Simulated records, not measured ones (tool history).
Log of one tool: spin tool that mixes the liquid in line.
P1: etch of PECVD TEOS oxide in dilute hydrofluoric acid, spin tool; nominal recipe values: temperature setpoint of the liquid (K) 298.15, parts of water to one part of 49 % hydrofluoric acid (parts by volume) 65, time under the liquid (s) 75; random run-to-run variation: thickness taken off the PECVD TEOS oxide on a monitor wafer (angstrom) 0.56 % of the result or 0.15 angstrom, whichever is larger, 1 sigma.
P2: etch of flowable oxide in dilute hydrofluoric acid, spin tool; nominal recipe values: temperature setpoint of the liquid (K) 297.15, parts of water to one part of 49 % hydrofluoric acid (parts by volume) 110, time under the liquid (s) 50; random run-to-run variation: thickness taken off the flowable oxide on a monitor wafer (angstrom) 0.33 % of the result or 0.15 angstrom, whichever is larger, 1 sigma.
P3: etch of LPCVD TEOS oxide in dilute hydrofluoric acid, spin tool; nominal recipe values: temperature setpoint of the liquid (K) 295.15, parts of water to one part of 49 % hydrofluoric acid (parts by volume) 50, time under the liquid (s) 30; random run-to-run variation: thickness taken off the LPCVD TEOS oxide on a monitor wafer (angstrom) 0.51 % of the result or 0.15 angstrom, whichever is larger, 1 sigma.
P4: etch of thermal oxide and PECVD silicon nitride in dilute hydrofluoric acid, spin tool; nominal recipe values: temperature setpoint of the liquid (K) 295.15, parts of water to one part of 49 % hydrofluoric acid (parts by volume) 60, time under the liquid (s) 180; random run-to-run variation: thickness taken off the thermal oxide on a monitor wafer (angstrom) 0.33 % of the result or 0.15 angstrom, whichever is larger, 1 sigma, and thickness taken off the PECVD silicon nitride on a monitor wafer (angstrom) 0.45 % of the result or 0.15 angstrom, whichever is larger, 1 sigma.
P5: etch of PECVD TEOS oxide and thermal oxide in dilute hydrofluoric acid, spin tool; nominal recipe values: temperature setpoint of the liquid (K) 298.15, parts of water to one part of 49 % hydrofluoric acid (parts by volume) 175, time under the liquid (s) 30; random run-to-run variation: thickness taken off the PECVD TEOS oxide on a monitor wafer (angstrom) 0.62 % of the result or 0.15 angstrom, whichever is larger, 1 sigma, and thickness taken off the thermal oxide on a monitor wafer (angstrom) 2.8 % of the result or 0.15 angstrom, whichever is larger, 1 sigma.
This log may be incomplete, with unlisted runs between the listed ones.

run	hour	process that ran	temperature setpoint of the liquid (K)	parts of water to one part of 49 % hydrofluoric acid (parts by volume)	time under the liquid (s)	thickness taken off the PECVD TEOS oxide on a monitor wafer (angstrom)	thickness taken off the LPCVD TEOS oxide on a monitor wafer (angstrom)	thickness taken off the thermal oxide on a monitor wafer (angstrom)	thickness taken off the flowable oxide on a monitor wafer (angstrom)	thickness taken off the PECVD silicon nitride on a monitor wafer (angstrom)
1	8.5	P1	298.15	65	75	104.8				
2	14.5	P1	298.15	65	15	21.016				
3	25.1	P3	295.15	25	30		415.74			
4	33.4	P1	298.15	65	75	106.1				
5	41.4	P3	301.65	50	30		262.14			
6	53.5	P1	302.15	65	15	24.457				
7	60.4	P1	298.15	65	75	106.25				
8	72.1	P3	295.15	50	30		200.76			
9	77.5	P5	298.15	175	60	93.344		16.962		
10	83.6	P2	297.15	110	50				235.29	
11	94	P5	298.15	35	30	274.43		47.927		
12	105.7	P4	295.15	60	180			138.54		43.204
13	111	P5	298.15	175	30	46.372		7.9406		
14	117.4	P2	297.15	160	50				152.85	
15	128.4	P1	298.15	65	75	106.33				
16	137.6	P5	298.15	175	30	46.294		7.8122		
17	142.9	P3	295.15	50	60		401.07			
18	154.3	P2	297.15	110	95				450.03	
19	159.6	P4	295.15	60	265			204.12		64.334
20	168.9	P1	298.15	110	75	58.393				
21	174.9	P1	298.15	20	75	366.43				
22	186.4	P4	295.15	60	180			138.79		43.608
23	197.9	P1	298.15	65	145	204.67				
24	208.5	P1	298.15	65	75	106.91				
25	218.4	P1	298.15	100	15	13.113				
26	225.3	P2	290.15	110	50				178.12	
27	231.1	P1	298.15	45	15	31.218				
28	240.9	P5	302.15	175	30	53.606		9.7737		
29	248.4	P1	306.65	65	75	147.28				
30	255.7	P4	301.15	60	180			177.47		65.375
31	265.3	P1	292.15	65	75	82.956				
32	271.7	P1	298.15	65	75	105.5				
33	277.5	P4	295.15	35	180			246.02		74.266
34	286.6	P1	298.15	65	75	106.01				
35	295.7	P1	298.15	65	75	102.01				
36	303.6	P1	298.15	65	75	100.61				
37	314.2	P1	298.15	65	75	99.449				
38	325.4	P1	298.15	65	75	98.471				
39	333.7	P1	298.15	65	75	97.538				
40	343.7	P1	298.15	65	75	97.695				
41	351.4	P1	298.15	65	75	96.706				

P1 has crept away from where it was. The log is fitted equally well by each of these 2 causes, at the sizes shown:
A: hydrofluoric acid flow below the setpoint (%) = 7.19
B: liquid colder than its thermometer reads (K) = 2
At approximately hour 286.6, the process output began to creep.

Consider the 4 single-wafer check runs listed below, results given as question marks: which one distinguishes between the causes by giving clearly different results for each?
check 1	359.1	P5	298.15	55	30	?		?		
check 2	359.1	P4	300.65	60	255			?		?
check 3	359.1	P3	301.15	50	30		?			
check 4	359.1	P2	293.15	110	70				?	

Expected result of each check under each candidate cause:
check	result	if A	if B
check 1	thickness taken off the PECVD TEOS oxide on a monitor wafer (angstrom)	158.34	158.08
check 1	thickness taken off the thermal oxide on a monitor wafer (angstrom)	27.75	27.704
check 2	thickness taken off the thermal oxide on a monitor wafer (angstrom)	226.95	227.23
check 2	thickness taken off the PECVD silicon nitride on a monitor wafer (angstrom)	82.381	77.75
check 3	thickness taken off the LPCVD TEOS oxide on a monitor wafer (angstrom)	237.24	237.2
check 4	thickness taken off the flowable oxide on a monitor wafer (angstrom)	258.08	258.48
Per check, the gap between the least separated pair of causes, taken in the result that splits them most: check 1 0.16 %; check 2 5.79 %; check 3 0.02 %; check 4 0.15 %
The other checks would show nearly matching results whichever cause is true, so check 2 is the only one that separates the causes.

Then check 2 was run and gave: thickness taken off the thermal oxide on a monitor wafer (angstrom) 225.44; thickness taken off the PECVD silicon nitride on a monitor wafer (angstrom) 77.044. Which cause is it?

It was cause B: liquid colder than its thermometer reads (K).
